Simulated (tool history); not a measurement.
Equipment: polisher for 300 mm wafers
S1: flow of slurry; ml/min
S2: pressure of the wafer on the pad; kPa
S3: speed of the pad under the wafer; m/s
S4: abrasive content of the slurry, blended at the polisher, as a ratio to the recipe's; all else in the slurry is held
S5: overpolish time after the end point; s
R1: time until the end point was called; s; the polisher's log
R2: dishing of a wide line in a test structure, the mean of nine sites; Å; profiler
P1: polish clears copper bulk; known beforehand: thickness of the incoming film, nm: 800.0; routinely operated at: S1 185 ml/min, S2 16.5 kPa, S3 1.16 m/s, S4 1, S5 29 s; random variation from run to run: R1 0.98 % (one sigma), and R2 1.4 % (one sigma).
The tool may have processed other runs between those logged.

run   hour   S1    S2    S3    S4  S5      R1      R2
  1   13.8  185  16.5  1.16     1  29      94  570.75
  2   29.9  185  16.5  1.16     1  29  95.433  552.45
      46.9  -- worn pad replaced by a new one
  3   47.7  185  16.5  1.16     1  29  96.358  554.04
  4   64.8  185   7.6   0.9     1  29  267.36  369.49
  5   78.4  185     9  1.16     1  29  176.39  440.69
  6   94.8  110  16.5  1.16     1  29  106.75  553.45
  7  105.3  230  16.5  1.16     1  29  92.957  563.24
  8  114.1  185  16.5  1.16     1  29  97.123   548.9
  9  122.9  185  16.5  1.16     1  13  94.925  442.45
 10  138.9  185  21.4  1.16     1  29  73.759  592.73
     139.6  -- head pressure recalibrated
 11  149.3  185    11  1.16   0.6  29  158.02  472.44
 12  161.5  185  16.5  0.54     1  29  204.58  446.23
 13  171.8  185  16.5  1.16     1  57  96.808   586.5
 14  187.9  185  16.5  1.58     1  29  71.125  568.97
 15  196.7  185  16.5  1.16     1  29  97.957  556.03
 16  211.6  185  16.5  1.16  1.25  29  90.675  569.17
 17  221.3  185  16.5  1.16   0.5  29  110.87  543.05
 18  238.1  185  16.5  1.16     1  29  95.438  562.96
 19  251.4  185  16.5  1.16     1  29  97.406  579.31
 20  263.2  185  16.5  1.16     1  29  99.611  559.12
 21  275.5  185  16.5  1.16     1  29  99.966   554.8
 22    284  185  16.5  1.16     1  29  100.71  561.59
     300.9  -- worn pad replaced by a new one
 23  301.6  185  16.5  1.16     1  29   102.9  555.51
 24  315.9  185  16.5  1.16     1  29  101.63  561.22
 25  334.1  185  16.5  1.16     1  29  104.96  549.24
     349.3  -- head pressure recalibrated
 26  351.6  185  16.5  1.16     1  29  104.59  534.61
 27  367.8  185  16.5  1.16     1  29   104.6  560.81
 28  385.6  185  16.5  1.16     1  29  103.27  552.97
 29    403  185  16.5  1.16     1  29  104.97  541.42

Compared with where it was, what P1 gives has crept away. Each cause listed below fits the log as well as the rest, at the size given for it:
A: slurry flow missing at the pad, % = 38.8
B: abrasive missing from the slurry, % = 34.6
The onset of the drift is placed at about hour 238.1.
Why every other cause is out:
removal rate lost through wear of the pad, %: work on it at hour 300.9, done after the drift set in, did not restore what the process gave before
head's pressure below its setpoint, %: work on it at hour 349.3, done after the drift set in, did not restore what the process gave before

Which of the check runs below tells the causes apart, meaning the causes would give it clearly different results? Each run uses 2 wafers whose results are averaged, and each result is shown as a question mark.
check 1  420.4  185  16.5   0.9     1  50   ?   ?
check 2  420.4  185  16.5  0.54  0.55  29   ?   ?
check 3  420.4  185  10.3  1.16     1  29   ?   ?
check 4  420.4  110  16.5  1.16  0.75  29   ?   ?

What each check would give under each cause:
  check  result    if A    if B
check 1      R1  134.61  134.61
check 1      R2  575.16  575.16
check 2      R1  253.83  252.12
check 2      R2  406.97  408.41
check 3      R1   167.1   167.1
check 3      R2  467.25  467.26
check 4      R1  128.57  121.65
check 4      R2  530.51  537.62
Separation of the two closest causes in each check, using whichever result separates them best: check 1 0 %; check 2 0.68 %; check 3 0 %; check 4 5.53 %
Check 4 is the one run that separates the causes; every other check would come out nearly the same whichever cause is at work.

Check 4 was carried out, with these results: R1 128.09 s; R2 534.03 Å. Which of the listed causes is responsible?

Of the candidate causes, it is A: slurry flow missing at the pad, %.

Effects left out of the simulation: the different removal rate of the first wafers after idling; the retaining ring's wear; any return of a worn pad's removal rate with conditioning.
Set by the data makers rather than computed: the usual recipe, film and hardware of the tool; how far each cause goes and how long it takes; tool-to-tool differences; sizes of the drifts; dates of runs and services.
